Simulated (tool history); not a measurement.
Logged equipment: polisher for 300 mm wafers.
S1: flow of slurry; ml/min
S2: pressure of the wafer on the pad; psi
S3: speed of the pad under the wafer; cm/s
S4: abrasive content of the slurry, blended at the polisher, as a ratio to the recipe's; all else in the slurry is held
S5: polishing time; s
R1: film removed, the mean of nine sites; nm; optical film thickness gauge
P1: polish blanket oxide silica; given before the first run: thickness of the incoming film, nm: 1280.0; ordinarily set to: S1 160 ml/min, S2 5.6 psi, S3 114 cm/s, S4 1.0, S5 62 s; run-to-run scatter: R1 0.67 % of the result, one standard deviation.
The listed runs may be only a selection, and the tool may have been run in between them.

run 1 hour=7.3 | S1=160 S2=5.6 S3=114 S4=1.0 S5=62 | R1=262.32
run 2 hour=13.6 | S1=160 S2=5.6 S3=56 S4=1.0 S5=62 | R1=148.82
run 3 hour=23.4 | S1=160 S2=5.6 S3=114 S4=1.0 S5=62 | R1=260.03
run 4 hour=32.7 | S1=160 S2=5.6 S3=114 S4=1.4 S5=62 | R1=299.29
run 5 hour=42.0 | S1=160 S2=7.3 S3=114 S4=1.0 S5=62 | R1=339.92
run 6 hour=46.3 | S1=210 S2=5.6 S3=114 S4=1.0 S5=62 | R1=272.11
run 7 hour=53.8 | S1=160 S2=5.6 S3=114 S4=1.0 S5=62 | R1=262.57
-- hour=54.0 worn pad replaced by a new one
run 8 hour=61.4 | S1=160 S2=5.6 S3=82 S4=1.0 S5=96 | R1=311.60
run 9 hour=70.3 | S1=160 S2=2.5 S3=114 S4=1.0 S5=62 | R1=116.14
-- hour=76.9 conditioning disc replaced and pad reconditioned
run 10 hour=78.7 | S1=160 S2=5.6 S3=114 S4=1.0 S5=28 | R1=117.97
run 11 hour=83.0 | S1=160 S2=5.6 S3=114 S4=1.0 S5=99 | R1=420.47
run 12 hour=87.4 | S1=160 S2=5.6 S3=114 S4=0.6 S5=62 | R1=199.80
run 13 hour=93.1 | S1=160 S2=5.6 S3=114 S4=1.0 S5=62 | R1=259.54
run 14 hour=103.2 | S1=160 S2=5.6 S3=158 S4=1.0 S5=62 | R1=340.09
run 15 hour=108.3 | S1=120 S2=5.6 S3=114 S4=1.0 S5=62 | R1=248.27
run 16 hour=116.8 | S1=95 S2=5.6 S3=114 S4=1.3 S5=62 | R1=258.81
run 17 hour=126.4 | S1=160 S2=5.6 S3=114 S4=1.0 S5=62 | R1=262.98
run 18 hour=132.9 | S1=160 S2=5.6 S3=114 S4=1.0 S5=62 | R1=251.56
run 19 hour=137.9 | S1=160 S2=5.6 S3=114 S4=1.0 S5=62 | R1=248.77

Run 20 comes next. What will it give?
run 20 hour=143.4 | S1=160 S2=5.6 S3=114 S4=1.0 S5=62 | R1=?

R1: 244.79 nm

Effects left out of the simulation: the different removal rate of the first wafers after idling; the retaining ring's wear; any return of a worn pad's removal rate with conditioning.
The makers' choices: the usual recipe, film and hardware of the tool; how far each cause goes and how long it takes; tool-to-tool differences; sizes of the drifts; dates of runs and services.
